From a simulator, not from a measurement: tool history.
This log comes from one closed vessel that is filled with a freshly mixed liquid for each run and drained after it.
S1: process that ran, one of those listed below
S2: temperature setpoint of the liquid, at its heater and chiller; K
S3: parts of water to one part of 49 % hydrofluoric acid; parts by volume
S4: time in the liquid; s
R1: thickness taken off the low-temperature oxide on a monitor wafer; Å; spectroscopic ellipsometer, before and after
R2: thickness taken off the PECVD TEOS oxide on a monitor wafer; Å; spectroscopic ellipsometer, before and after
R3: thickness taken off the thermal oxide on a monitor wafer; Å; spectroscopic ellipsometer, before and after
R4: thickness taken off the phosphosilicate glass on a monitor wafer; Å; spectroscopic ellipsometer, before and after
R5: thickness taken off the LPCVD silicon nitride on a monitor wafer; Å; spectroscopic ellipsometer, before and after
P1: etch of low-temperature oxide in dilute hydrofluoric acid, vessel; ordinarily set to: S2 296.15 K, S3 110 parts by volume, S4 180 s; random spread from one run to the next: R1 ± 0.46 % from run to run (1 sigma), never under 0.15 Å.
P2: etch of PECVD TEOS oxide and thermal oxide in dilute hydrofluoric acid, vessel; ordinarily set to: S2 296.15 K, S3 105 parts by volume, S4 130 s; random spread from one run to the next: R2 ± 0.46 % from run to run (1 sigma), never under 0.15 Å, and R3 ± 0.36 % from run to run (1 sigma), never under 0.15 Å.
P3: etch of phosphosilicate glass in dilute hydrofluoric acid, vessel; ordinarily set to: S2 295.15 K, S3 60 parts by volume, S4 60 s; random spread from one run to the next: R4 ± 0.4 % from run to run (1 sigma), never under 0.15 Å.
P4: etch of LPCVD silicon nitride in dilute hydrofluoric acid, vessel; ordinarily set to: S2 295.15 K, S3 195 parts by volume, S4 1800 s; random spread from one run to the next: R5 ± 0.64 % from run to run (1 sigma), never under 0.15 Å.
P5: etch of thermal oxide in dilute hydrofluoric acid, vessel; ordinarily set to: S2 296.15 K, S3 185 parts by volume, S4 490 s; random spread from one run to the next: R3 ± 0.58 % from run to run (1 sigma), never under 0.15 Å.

{"run": 1, "hour": 3.0, "S1": "P1", "S2": 296.15, "S3": 110, "S4": 180, "R1": 236.34}
{"run": 2, "hour": 7.8, "S1": "P2", "S2": 296.15, "S3": 105, "S4": 30, "R2": 26.407, "R3": 13.488}
{"run": 3, "hour": 12.0, "S1": "P3", "S2": 302.65, "S3": 60, "S4": 60, "R4": 2722.5}
{"run": 4, "hour": 14.6, "S1": "P1", "S2": 296.15, "S3": 30, "S4": 180, "R1": 964.95}
{"run": 5, "hour": 17.2, "S1": "P1", "S2": 296.15, "S3": 110, "S4": 180, "R1": 236.16}
{"run": 6, "hour": 20.2, "S1": "P1", "S2": 303.65, "S3": 110, "S4": 180, "R1": 313.85}
{"run": 7, "hour": 24.5, "S1": "P1", "S2": 296.15, "S3": 110, "S4": 360, "R1": 474.93}
{"run": 8, "hour": 29.5, "S1": "P5", "S2": 296.15, "S3": 80, "S4": 490, "R3": 283.84}
{"run": 9, "hour": 34.7, "S1": "P2", "S2": 296.15, "S3": 60, "S4": 130, "R2": 209.37, "R3": 107.14}
{"run": 10, "hour": 36.9, "S1": "P1", "S2": 296.15, "S3": 175, "S4": 300, "R1": 230.32}
{"run": 11, "hour": 40.0, "S1": "P1", "S2": 296.15, "S3": 110, "S4": 180, "R1": 235.62}
{"run": 12, "hour": 42.8, "S1": "P4", "S2": 290.15, "S3": 195, "S4": 1800, "R5": 31.006}
{"run": 13, "hour": 46.8, "S1": "P4", "S2": 295.15, "S3": 195, "S4": 1800, "R5": 44.228}
{"run": 14, "hour": 50.4, "S1": "P4", "S2": 295.15, "S3": 310, "S4": 1800, "R5": 28.312}
{"run": 15, "hour": 53.8, "S1": "P1", "S2": 296.15, "S3": 110, "S4": 180, "R1": 237.3}
{"run": 16, "hour": 58.9, "S1": "P3", "S2": 295.15, "S3": 20, "S4": 60, "R4": 6346.4}
{"run": 17, "hour": 61.7, "S1": "P5", "S2": 290.15, "S3": 185, "S4": 490, "R3": 85.315}
{"run": 18, "hour": 64.1, "S1": "P3", "S2": 295.15, "S3": 60, "S4": 60, "R4": 2001.9}
{"run": 19, "hour": 68.2, "S1": "P1", "S2": 290.15, "S3": 110, "S4": 180, "R1": 186.6}
{"run": 20, "hour": 71.2, "S1": "P4", "S2": 295.15, "S3": 195, "S4": 3065, "R5": 74.583}
{"hour": 72.1, "done": "thermometer replaced"}
{"run": 21, "hour": 74.1, "S1": "P1", "S2": 296.15, "S3": 110, "S4": 180, "R1": 238.15}
{"run": 22, "hour": 78.0, "S1": "P5", "S2": 296.15, "S3": 185, "S4": 780, "R3": 172.75}
{"run": 23, "hour": 83.2, "S1": "P2", "S2": 290.15, "S3": 105, "S4": 130, "R2": 88.601, "R3": 45.118}
{"run": 24, "hour": 86.0, "S1": "P1", "S2": 296.15, "S3": 175, "S4": 180, "R1": 137.93}
{"run": 25, "hour": 89.2, "S1": "P1", "S2": 296.15, "S3": 110, "S4": 75, "R1": 98.894}
{"run": 26, "hour": 93.6, "S1": "P1", "S2": 296.15, "S3": 110, "S4": 180, "R1": 236.63}
{"run": 27, "hour": 96.8, "S1": "P3", "S2": 295.15, "S3": 60, "S4": 30, "R4": 1006}
{"run": 28, "hour": 100.8, "S1": "P2", "S2": 296.15, "S3": 105, "S4": 130, "R2": 112.93, "R3": 58.219}
{"run": 29, "hour": 105.4, "S1": "P1", "S2": 296.15, "S3": 110, "S4": 180, "R1": 237.32}
{"run": 30, "hour": 109.0, "S1": "P5", "S2": 296.15, "S3": 185, "S4": 490, "R3": 107.79}
{"run": 31, "hour": 112.5, "S1": "P4", "S2": 295.15, "S3": 195, "S4": 1800, "R5": 44.038}
{"run": 32, "hour": 117.5, "S1": "P1", "S2": 290.15, "S3": 110, "S4": 90, "R1": 93.107}
{"run": 33, "hour": 120.5, "S1": "P2", "S2": 296.15, "S3": 105, "S4": 130, "R2": 113.97, "R3": 57.486}
{"run": 34, "hour": 123.6, "S1": "P1", "S2": 296.15, "S3": 110, "S4": 180, "R1": 234.92}
{"run": 35, "hour": 127.7, "S1": "P1", "S2": 296.15, "S3": 110, "S4": 180, "R1": 230.89}
{"run": 36, "hour": 132.5, "S1": "P1", "S2": 296.15, "S3": 110, "S4": 180, "R1": 224.1}
{"run": 37, "hour": 137.4, "S1": "P1", "S2": 296.15, "S3": 110, "S4": 180, "R1": 223.37}
{"run": 38, "hour": 139.9, "S1": "P1", "S2": 296.15, "S3": 110, "S4": 180, "R1": 223.12}
{"run": 39, "hour": 143.3, "S1": "P1", "S2": 296.15, "S3": 110, "S4": 180, "R1": 223.55}
{"run": 40, "hour": 145.7, "S1": "P1", "S2": 296.15, "S3": 110, "S4": 180, "R1": 222}

What P1 gives has crept off from where it sat before. The 2 causes that follow fit the log equally well, each at the size noted:
A: hydrofluoric acid flow below the setpoint (%) = 4.99
B: liquid colder than its thermometer reads (K) = 1.46
Creep in the process output first set in at about hour 123.6.

Each of the check runs listed below is run on 2 wafers and reports their average, with the results left as question marks. Pick the one under which the possible causes would lead to clearly different results.
{"run": "check 1", "hour": 148.1, "S1": "P5", "S2": 296.15, "S3": 185, "S4": 490, "R3": "?"}
{"run": "check 2", "hour": 148.1, "S1": "P3", "S2": 295.15, "S3": 60, "S4": 60, "R4": "?"}
{"run": "check 3", "hour": 148.1, "S1": "P4", "S2": 295.15, "S3": 195, "S4": 1800, "R5": "?"}
{"run": "check 4", "hour": 148.1, "S1": "P2", "S2": 296.15, "S3": 105, "S4": 130, "R2": "?", "R3": "?"}

Predicted outcomes, by check and by cause:
check=check_1 result=R3 if_A=101.83 if_B=102.45
check=check_2 result=R4 if_A=1902.3 if_B=1891.1
check=check_3 result=R5 if_A=41.854 if_B=40.025
check=check_4 result=R2 if_A=106.95 if_B=106.86
check=check_4 result=R3 if_A=54.557 if_B=54.51
Minimum pairwise separation of causes per check, each pair taken at its best-separating result: check 1 0.6 %; check 2 0.59 %; check 3 4.47 %; check 4 0.09 %
Only check 3 tells the causes apart: in the others they would give nearly the same result.

Running check 3 produced the following: R5 41.708 Å. Which one of the listed causes fits?

The correct cause is A, namely: hydrofluoric acid flow below the setpoint (%).

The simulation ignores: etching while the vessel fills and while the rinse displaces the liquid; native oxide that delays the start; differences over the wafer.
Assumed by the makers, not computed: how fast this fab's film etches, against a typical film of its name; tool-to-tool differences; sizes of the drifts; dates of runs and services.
